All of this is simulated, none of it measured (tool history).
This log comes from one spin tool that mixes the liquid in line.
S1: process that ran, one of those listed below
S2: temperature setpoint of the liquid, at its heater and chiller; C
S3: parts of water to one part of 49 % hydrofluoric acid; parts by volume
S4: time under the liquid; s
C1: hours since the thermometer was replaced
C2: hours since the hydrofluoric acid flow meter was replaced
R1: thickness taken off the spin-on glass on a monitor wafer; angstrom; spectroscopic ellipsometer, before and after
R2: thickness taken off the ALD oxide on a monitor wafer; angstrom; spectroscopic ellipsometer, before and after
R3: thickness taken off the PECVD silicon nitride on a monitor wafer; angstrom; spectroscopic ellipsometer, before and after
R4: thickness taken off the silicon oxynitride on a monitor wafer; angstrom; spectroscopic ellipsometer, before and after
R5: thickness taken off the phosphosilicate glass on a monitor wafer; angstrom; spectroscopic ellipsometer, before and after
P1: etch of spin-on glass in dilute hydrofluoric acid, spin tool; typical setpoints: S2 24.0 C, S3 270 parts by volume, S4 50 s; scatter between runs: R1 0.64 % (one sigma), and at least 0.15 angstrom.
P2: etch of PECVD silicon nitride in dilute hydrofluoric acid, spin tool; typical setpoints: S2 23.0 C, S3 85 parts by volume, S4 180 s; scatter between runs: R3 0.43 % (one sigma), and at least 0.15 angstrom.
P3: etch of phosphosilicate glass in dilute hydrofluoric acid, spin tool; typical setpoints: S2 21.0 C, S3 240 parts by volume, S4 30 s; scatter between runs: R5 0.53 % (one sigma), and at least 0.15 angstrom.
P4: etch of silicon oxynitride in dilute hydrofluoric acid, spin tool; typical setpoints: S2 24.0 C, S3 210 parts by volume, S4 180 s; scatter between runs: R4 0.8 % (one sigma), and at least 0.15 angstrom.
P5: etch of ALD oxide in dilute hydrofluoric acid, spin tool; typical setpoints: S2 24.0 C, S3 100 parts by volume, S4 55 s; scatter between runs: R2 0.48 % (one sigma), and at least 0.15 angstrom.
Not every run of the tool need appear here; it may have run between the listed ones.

run 1 hour=8.1 | S1=P1 S2=24.0 S3=270 S4=50 | C1=276.8 C2=641.3 | R1=47.628
run 2 hour=12.1 | S1=P5 S2=24.0 S3=175 S4=55 | C1=280.8 C2=645.3 | R2=62.654
run 3 hour=19.6 | S1=P5 S2=24.0 S3=100 S4=55 | C1=288.3 C2=652.8 | R2=119.560
run 4 hour=27.4 | S1=P2 S2=28.5 S3=85 S4=180 | C1=296.1 C2=660.6 | R3=102.000
run 5 hour=34.9 | S1=P4 S2=24.0 S3=210 S4=180 | C1=303.6 C2=668.1 | R4=29.937
run 6 hour=43.3 | S1=P1 S2=18.0 S3=270 S4=50 | C1=312.0 C2=676.5 | R1=38.143
run 7 hour=50.9 | S1=P1 S2=24.0 S3=270 S4=50 | C1=319.6 C2=684.1 | R1=47.415
run 8 hour=55.9 | S1=P1 S2=24.0 S3=270 S4=50 | C1=324.6 C2=689.1 | R1=46.768
run 9 hour=63.8 | S1=P1 S2=24.0 S3=115 S4=50 | C1=332.5 C2=697.0 | R1=132.600
run 10 hour=72.6 | S1=P1 S2=24.0 S3=375 S4=50 | C1=341.3 C2=705.8 | R1=31.090
run 11 hour=78.0 | S1=P3 S2=21.0 S3=240 S4=30 | C1=346.7 C2=711.2 | R5=187.64
run 12 hour=85.2 | S1=P5 S2=24.0 S3=100 S4=55 | C1=353.9 C2=718.4 | R2=119.330
run 13 hour=89.6 | S1=P1 S2=24.0 S3=270 S4=50 | C1=358.3 C2=722.8 | R1=47.297
run 14 hour=93.8 | S1=P1 S2=24.0 S3=270 S4=50 | C1=362.5 C2=727.0 | R1=47.397
run 15 hour=99.9 | S1=P3 S2=21.0 S3=75 S4=30 | C1=368.6 C2=733.1 | R5=714.34
run 16 hour=104.4 | S1=P4 S2=32.5 S3=210 S4=180 | C1=373.1 C2=737.6 | R4=42.713
run 17 hour=108.4 | S1=P5 S2=24.0 S3=100 S4=110 | C1=377.1 C2=741.6 | R2=241.160
run 18 hour=113.9 | S1=P3 S2=21.0 S3=240 S4=60 | C1=382.6 C2=747.1 | R5=377.03
run 19 hour=121.5 | S1=P1 S2=24.0 S3=270 S4=75 | C1=390.2 C2=754.7 | R1=70.690
run 20 hour=127.3 | S1=P2 S2=23.0 S3=85 S4=180 | C1=396.0 C2=760.5 | R3=70.629
run 21 hour=135.2 | S1=P2 S2=23.0 S3=25 S4=180 | C1=403.9 C2=768.4 | R3=232.890
run 22 hour=140.0 | S1=P3 S2=17.0 S3=240 S4=30 | C1=408.7 C2=773.2 | R5=160.91
run 23 hour=144.2 | S1=P1 S2=29.5 S3=270 S4=85 | C1=412.9 C2=777.4 | R1=97.070
run 24 hour=152.8 | S1=P4 S2=24.0 S3=210 S4=180 | C1=421.5 C2=786.0 | R4=30.029
run 25 hour=157.8 | S1=P1 S2=30.5 S3=270 S4=50 | C1=426.5 C2=791.0 | R1=58.499

The next listed run, before its measurement:
run 26 hour=162.9 | S1=P1 S2=24.0 S3=270 S4=50 | C1=431.6 C2=796.1 | R1=?

R1: 46.999 angstrom
